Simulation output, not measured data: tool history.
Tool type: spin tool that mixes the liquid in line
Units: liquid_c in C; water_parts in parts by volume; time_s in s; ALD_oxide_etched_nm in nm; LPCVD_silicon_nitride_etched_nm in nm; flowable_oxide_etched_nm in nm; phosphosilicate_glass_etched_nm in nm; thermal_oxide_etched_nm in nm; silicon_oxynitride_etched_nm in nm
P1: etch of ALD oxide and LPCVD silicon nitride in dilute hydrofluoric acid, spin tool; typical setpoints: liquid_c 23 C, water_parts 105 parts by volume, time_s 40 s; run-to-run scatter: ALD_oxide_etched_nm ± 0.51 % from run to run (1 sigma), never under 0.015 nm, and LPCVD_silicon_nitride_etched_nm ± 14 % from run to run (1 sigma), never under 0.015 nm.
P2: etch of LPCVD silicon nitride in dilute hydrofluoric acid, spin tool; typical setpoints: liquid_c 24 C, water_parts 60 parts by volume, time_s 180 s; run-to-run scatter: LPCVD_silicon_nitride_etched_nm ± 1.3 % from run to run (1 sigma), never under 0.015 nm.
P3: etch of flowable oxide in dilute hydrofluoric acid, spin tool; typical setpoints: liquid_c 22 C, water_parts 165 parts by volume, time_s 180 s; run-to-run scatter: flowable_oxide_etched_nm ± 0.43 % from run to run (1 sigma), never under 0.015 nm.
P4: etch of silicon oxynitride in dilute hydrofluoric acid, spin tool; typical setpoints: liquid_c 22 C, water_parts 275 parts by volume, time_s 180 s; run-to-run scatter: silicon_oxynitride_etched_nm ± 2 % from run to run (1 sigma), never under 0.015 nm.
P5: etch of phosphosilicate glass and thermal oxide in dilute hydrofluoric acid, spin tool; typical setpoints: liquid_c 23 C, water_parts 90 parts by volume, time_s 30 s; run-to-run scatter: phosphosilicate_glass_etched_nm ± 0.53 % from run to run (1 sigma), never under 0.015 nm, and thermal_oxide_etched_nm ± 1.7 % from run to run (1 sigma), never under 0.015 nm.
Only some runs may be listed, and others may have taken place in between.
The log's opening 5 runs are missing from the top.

run    day  process  liquid_c  water_parts  time_s  hours since the thermometer was replaced  hours since the hydrofluoric acid flow meter was replaced  ALD_oxide_etched_nm  LPCVD_silicon_nitride_etched_nm  flowable_oxide_etched_nm  phosphosilicate_glass_etched_nm  thermal_oxide_etched_nm  silicon_oxynitride_etched_nm
  6  1.825       P5        23           90      30                                    1378.4                                                      498.8                                                                                                           60.733                   1.5694
  7    2.1       P1        23          105      40                                      1385                                                      505.4               5.7598                          0.17632
  8  2.325       P4        22          275     180                                    1390.4                                                      510.8                                                                                                                                                                  1.1882
  9  2.579       P1      27.5          105      40                                    1396.5                                                      516.9               6.8299                           0.2631
 10  2.912       P5        23           90      30                                    1404.5                                                      524.9                                                                                                           60.252                   1.6299
 11  3.125       P3        26          165     180                                    1409.6                                                        530                                                                          43.823
 12  3.383       P5        17           90      30                                    1415.8                                                      536.2                                                                                                           47.747                   1.2398
 13  3.633       P2        24           60     180                                    1421.8                                                      542.2                                                1.6815
 14  3.817       P1        30          105      20                                    1426.2                                                      546.6               3.7681                         0.098226
 15  4.067       P1        23          105      60                                    1432.2                                                      552.6               8.6216                          0.22663
 16  4.283       P2        24           20     180                                    1437.4                                                      557.8                                                 4.792
 17  4.508       P1        23          105      40                                    1442.8                                                      563.2               5.7417                           0.1186
 18  4.746       P4        17          275     180                                    1448.5                                                      568.9                                                                                                                                                                 0.90719
 19  5.133       P1        23          105      40                                    1457.8                                                      578.2               5.7181                          0.15239
 20  5.438       P2        24           60     180                                    1465.1                                                      585.5                                                1.6284
 21  5.746       P5        23           50      30                                    1472.5                                                      592.9                                                                                                           114.71                   3.0362
 22  6.017       P5        23           90      55                                      1479                                                      599.4                                                                                                            109.9                   2.7793
 23   6.35       P2        24           60      15                                      1487                                                      607.4                                               0.13246
 24  6.688       P1        23          105      40                                    1495.1                                                      615.5               5.6711                          0.16016
 25  7.046       P1        23          105      20                                    1503.7                                                      624.1               2.8261                          0.11796
 26  7.383       P1        19          105      40                                    1511.8                                                      632.2               4.9093                          0.12418
 27  7.733       P4        22          275     270                                    1520.2                                                      640.6                                                                                                                                                                  1.7789
 28  7.954       P3        22          165     180                                    1525.5                                                      645.9                                                                          36.983
 29  8.271       P3        22          245     180                                    1533.1                                                      653.5                                                                          23.217
 30  8.612       P1        23          105      40                                    1541.3                                                      661.7               5.7849                          0.15111

For run 31, what comes out?
 31  8.879       P2        17           60     180                                    1547.7                                                      668.1                                                     ?

For run 31 the tool returned LPCVD_silicon_nitride_etched_nm 1.021 nm.
